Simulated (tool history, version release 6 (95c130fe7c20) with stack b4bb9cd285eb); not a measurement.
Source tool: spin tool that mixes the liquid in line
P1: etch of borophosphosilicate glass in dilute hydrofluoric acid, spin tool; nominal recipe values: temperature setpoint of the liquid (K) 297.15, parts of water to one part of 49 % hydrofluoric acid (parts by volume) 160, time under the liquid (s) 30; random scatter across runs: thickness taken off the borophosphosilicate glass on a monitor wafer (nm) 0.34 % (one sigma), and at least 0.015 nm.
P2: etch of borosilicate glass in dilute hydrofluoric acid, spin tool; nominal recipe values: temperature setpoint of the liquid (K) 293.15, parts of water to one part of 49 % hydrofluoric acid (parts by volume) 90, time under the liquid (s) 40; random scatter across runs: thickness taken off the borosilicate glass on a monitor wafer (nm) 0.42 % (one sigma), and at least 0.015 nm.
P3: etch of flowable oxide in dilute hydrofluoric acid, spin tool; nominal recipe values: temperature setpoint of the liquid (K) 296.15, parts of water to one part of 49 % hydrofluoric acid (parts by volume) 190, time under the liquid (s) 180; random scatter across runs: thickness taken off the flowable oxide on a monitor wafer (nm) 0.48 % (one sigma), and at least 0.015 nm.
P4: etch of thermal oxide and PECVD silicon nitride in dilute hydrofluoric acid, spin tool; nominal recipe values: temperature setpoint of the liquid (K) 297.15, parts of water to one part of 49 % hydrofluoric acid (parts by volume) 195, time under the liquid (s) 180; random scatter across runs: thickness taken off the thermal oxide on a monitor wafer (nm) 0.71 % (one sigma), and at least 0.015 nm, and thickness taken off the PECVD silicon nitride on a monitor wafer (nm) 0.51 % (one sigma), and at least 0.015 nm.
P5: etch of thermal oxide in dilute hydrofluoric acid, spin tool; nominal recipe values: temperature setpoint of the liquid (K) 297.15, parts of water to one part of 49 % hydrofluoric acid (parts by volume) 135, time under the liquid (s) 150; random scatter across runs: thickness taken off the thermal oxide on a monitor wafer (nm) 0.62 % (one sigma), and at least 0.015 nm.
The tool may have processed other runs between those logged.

run,hour,process that ran,temperature setpoint of the liquid (K),parts of water to one part of 49 % hydrofluoric acid (parts by volume),time under the liquid (s),hours since the thermometer was replaced,hours since the hydrofluoric acid flow meter was replaced,thickness taken off the borophosphosilicate glass on a monitor wafer (nm),thickness taken off the borosilicate glass on a monitor wafer (nm),thickness taken off the thermal oxide on a monitor wafer (nm),thickness taken off the PECVD silicon nitride on a monitor wafer (nm),thickness taken off the flowable oxide on a monitor wafer (nm)
1,7.6,P1,297.15,160,30,798.3,1202.7,8.6797,,,,
2,16.0,P2,293.15,130,40,806.7,1211.1,,11.5710,,,
3,24.5,P1,297.15,275,30,815.2,1219.6,4.4600,,,,
4,33.4,P1,297.15,160,30,824.1,1228.5,8.7108,,,,
5,41.5,P4,297.15,315,180,832.2,1236.6,,,2.1013,2.7660,
6,47.5,P1,297.15,160,30,838.2,1242.6,8.6672,,,,
7,53.7,P1,297.15,160,30,844.4,1248.8,8.7017,,,,
8,59.9,P3,296.15,35,180,850.6,1255.0,,,,,155.950
9,65.8,P4,297.15,195,180,856.5,1260.9,,,3.8768,4.4714,
10,74.5,P1,297.15,160,30,865.2,1269.6,8.7215,,,,
11,82.9,P3,296.15,190,45,873.6,1278.0,,,,,5.967
12,91.3,P2,293.15,90,15,882.0,1286.4,,6.5329,,,
13,101.5,P1,297.15,160,30,892.2,1296.6,8.6914,,,,
14,109.6,P5,297.15,135,35,900.3,1304.7,,,1.1238,,
15,117.9,P3,296.15,190,180,908.6,1313.0,,,,,23.535
16,125.8,P1,290.65,160,30,916.5,1320.9,6.7050,,,,
17,134.6,P2,290.15,90,40,925.3,1329.7,,15.3710,,,
18,142.3,P1,297.15,160,30,933.0,1337.4,8.6922,,,,
19,149.0,P1,297.15,45,60,939.7,1344.1,71.1350,,,,
20,159.4,P5,297.15,135,150,950.1,1354.5,,,4.8909,,
21,168.9,P4,297.15,195,100,959.6,1364.0,,,2.1712,2.4760,
22,177.0,P5,297.15,25,150,967.7,1372.1,,,30.4830,,
23,185.3,P5,291.65,135,150,976.0,1380.4,,,3.9230,,
24,191.2,P5,297.15,135,150,981.9,1386.3,,,4.9024,,
25,197.6,P1,297.15,160,55,988.3,1392.7,15.9180,,,,
26,209.0,P1,303.15,160,30,999.7,1404.1,10.7960,,,,
27,216.8,P1,297.15,160,15,1007.5,1411.9,4.3442,,,,
28,227.7,P2,293.15,90,40,1018.4,1422.8,,17.3070,,,
29,236.6,P3,290.15,190,180,1027.3,1431.7,,,,,18.849
30,247.0,P4,290.15,195,180,1037.7,1442.1,,,3.0123,2.8308,
31,254.4,P1,297.15,60,30,1045.1,1449.5,26.1920,,,,
32,262.5,P1,297.15,160,30,1053.2,1457.6,8.6420,,,,
33,270.0,P1,297.15,160,30,1060.7,1465.1,8.8329,,,,
34,278.0,P1,297.15,160,30,1068.7,1473.1,9.0295,,,,
35,288.0,P1,297.15,160,30,1078.7,1483.1,9.0928,,,,
36,296.2,P1,297.15,160,30,1086.9,1491.3,9.1285,,,,
37,306.5,P1,297.15,160,30,1097.2,1501.6,9.1643,,,,
38,313.0,P1,297.15,160,30,1103.7,1508.1,9.1246,,,,

Something has made what P1 gives creep away from where it was; the 2 causes below, each at its own stated size, fit the log equally well:
A: hydrofluoric acid flow above the setpoint (%) = 4.72
B: liquid hotter than its thermometer reads (K) = 1.45
Onset of the creep was near hour 262.5.

Which of the 4 check runs listed below separates the causes, so that each cause would produce a clearly different result? Each run uses one wafer, and its results are marked with question marks.
check 1,319.5,P4,297.15,195,180,,,,,?,?,
check 2,319.5,P5,297.15,135,150,,,,,?,,
check 3,319.5,P3,296.15,190,180,,,,,,,?
check 4,319.5,P2,293.15,90,40,,,,?,,,

What each check would give under each cause:
check,result,if A,if B
check 1,thickness taken off the thermal oxide on a monitor wafer (nm),4.1036,4.0940
check 1,thickness taken off the PECVD silicon nitride on a monitor wafer (nm),4.6427,4.8594
check 2,thickness taken off the thermal oxide on a monitor wafer (nm),5.1675,5.1799
check 3,thickness taken off the flowable oxide on a monitor wafer (nm),25.174,25.145
check 4,thickness taken off the borosilicate glass on a monitor wafer (nm),18.2660,18.4280
Per-check spread between the two closest causes, in the result where they differ most: check 1 4.56 %; check 2 0.24 %; check 3 0.11 %; check 4 0.88 %
Check 1 tells the causes apart: in the others they would give nearly the same result.

Check 1 was then run and gave: thickness taken off the thermal oxide on a monitor wafer (nm) 4.0922; thickness taken off the PECVD silicon nitride on a monitor wafer (nm) 4.8597. Which cause is it?

It is B: liquid hotter than its thermometer reads (K).

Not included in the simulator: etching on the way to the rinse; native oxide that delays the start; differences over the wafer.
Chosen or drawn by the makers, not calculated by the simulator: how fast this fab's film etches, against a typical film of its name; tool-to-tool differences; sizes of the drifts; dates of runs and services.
